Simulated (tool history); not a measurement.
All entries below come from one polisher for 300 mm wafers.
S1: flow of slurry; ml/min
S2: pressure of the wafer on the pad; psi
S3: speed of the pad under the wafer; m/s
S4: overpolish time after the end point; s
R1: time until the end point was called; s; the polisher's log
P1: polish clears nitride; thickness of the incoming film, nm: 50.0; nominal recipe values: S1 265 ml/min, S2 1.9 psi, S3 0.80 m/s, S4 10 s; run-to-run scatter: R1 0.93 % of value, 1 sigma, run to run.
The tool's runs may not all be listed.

| run | hour | S1 | S2 | S3 | S4 | R1 |
|---|---|---|---|---|---|---|
| 1 | 2.4 | 265 | 1.9 | 0.80 | 10 | 90.916 |
| 2 | 6.1 | 265 | 1.9 | 0.80 | 3 | 89.581 |
| 3 | 10.4 | 265 | 1.9 | 0.80 | 19 | 89.261 |
| 4 | 14.5 | 160 | 1.9 | 0.80 | 10 | 97.128 |
| 5 | 17.1 | 265 | 0.9 | 0.80 | 10 | 190.870 |
| 6 | 21.8 | 265 | 1.9 | 0.56 | 10 | 129.390 |
| 7 | 26.6 | 265 | 2.5 | 0.80 | 10 | 69.769 |
| 8 | 30.2 | 265 | 1.9 | 0.80 | 10 | 90.050 |
| 9 | 33.5 | 265 | 1.9 | 0.80 | 10 | 91.785 |
| 10 | 37.5 | 265 | 1.9 | 0.80 | 10 | 92.390 |
| 11 | 40.3 | 265 | 1.9 | 0.80 | 10 | 90.180 |
| 12 | 44.1 | 265 | 1.9 | 1.22 | 10 | 60.560 |
| 13 | 47.9 | 265 | 1.9 | 0.80 | 10 | 91.296 |
| 14 | 51.2 | 415 | 1.9 | 0.80 | 10 | 87.552 |

Run 15, settings as shown, results not yet in. Your forecast:
| 15 | 55.7 | 265 | 1.9 | 1.02 | 15 | ? |

R1: 71.136 s
